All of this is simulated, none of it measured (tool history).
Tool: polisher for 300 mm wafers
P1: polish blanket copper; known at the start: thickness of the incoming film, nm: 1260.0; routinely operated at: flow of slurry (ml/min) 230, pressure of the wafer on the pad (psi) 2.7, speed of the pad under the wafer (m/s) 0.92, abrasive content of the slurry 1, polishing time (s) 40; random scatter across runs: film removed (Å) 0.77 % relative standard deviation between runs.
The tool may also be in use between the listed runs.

| run | hour | flow of slurry (ml/min) | pressure of the wafer on the pad (psi) | speed of the pad under the wafer (m/s) | abrasive content of the slurry | polishing time (s) | wafers polished on this pad | hours since the slurry nozzle was cleaned | hours since the head pressure was calibrated | hours since the slurry blender was calibrated | film removed (Å) |
|---|---|---|---|---|---|---|---|---|---|---|---|
| 1 | 4.8 | 230 | 2.7 | 0.92 | 1 | 40 | 636 | 547.7 | 397.7 | 334.2 | 810.82 |
| 2 | 10.1 | 230 | 4 | 0.92 | 1 | 40 | 712 | 553 | 403 | 339.5 | 1194.4 |
| 3 | 16.6 | 340 | 2.7 | 0.92 | 1 | 40 | 805 | 559.5 | 409.5 | 346 | 836.81 |
| 4 | 21.8 | 230 | 2.7 | 0.92 | 1 | 58 | 879 | 564.7 | 414.7 | 351.2 | 1181.1 |
| 5 | 28.4 | 230 | 2.7 | 0.92 | 1 | 40 | 973 | 571.3 | 421.3 | 357.8 | 799.53 |
| 6 | 35.6 | 230 | 2.7 | 0.92 | 1 | 40 | 1076 | 578.5 | 428.5 | 365 | 813.68 |
| 7 | 39.8 | 230 | 2.7 | 0.92 | 1.25 | 40 | 1135 | 582.7 | 432.7 | 369.2 | 859.62 |
| 8 | 46.7 | 230 | 2.7 | 0.92 | 1 | 40 | 1234 | 589.6 | 439.6 | 376.1 | 812.26 |
| 9 | 52.1 | 140 | 2.7 | 0.92 | 1 | 40 | 1311 | 595 | 445 | 381.5 | 758.81 |
| 10 | 58.4 | 230 | 2 | 0.92 | 1 | 40 | 1401 | 601.3 | 451.3 | 387.8 | 604.54 |
| 11 | 61.7 | 230 | 2.7 | 0.6 | 1 | 40 | 1448 | 604.6 | 454.6 | 391.1 | 527.76 |
| 12 | 68 | 230 | 2.7 | 0.92 | 1 | 40 | 1538 | 610.9 | 460.9 | 397.4 | 810.66 |
| 13 | 74.1 | 230 | 2 | 0.92 | 1.2 | 40 | 1625 | 617 | 467 | 403.5 | 621.63 |
|  | 75.7 | worn pad replaced by a new one |
| 14 | 77.3 | 230 | 2.7 | 0.92 | 1 | 40 | 24 | 620.2 | 470.2 | 406.7 | 810.04 |
| 15 | 80.6 | 230 | 2.7 | 1.36 | 1 | 40 | 71 | 623.5 | 473.5 | 410 | 1187.4 |
| 16 | 87.7 | 230 | 2.7 | 0.92 | 1 | 28 | 172 | 630.6 | 480.6 | 417.1 | 562.13 |
| 17 | 93.1 | 325 | 2.7 | 0.66 | 1 | 40 | 249 | 636 | 486 | 422.5 | 600.31 |
| 18 | 99.2 | 230 | 2.7 | 0.92 | 0.6 | 40 | 336 | 642.1 | 492.1 | 428.6 | 731.24 |

Estimate the outcome of run 19 from the log above:
| 19 | 105.1 | 230 | 2.7 | 0.92 | 1 | 40 | 420 | 648 | 498 | 434.5 | ? |

film removed (Å): 806.12

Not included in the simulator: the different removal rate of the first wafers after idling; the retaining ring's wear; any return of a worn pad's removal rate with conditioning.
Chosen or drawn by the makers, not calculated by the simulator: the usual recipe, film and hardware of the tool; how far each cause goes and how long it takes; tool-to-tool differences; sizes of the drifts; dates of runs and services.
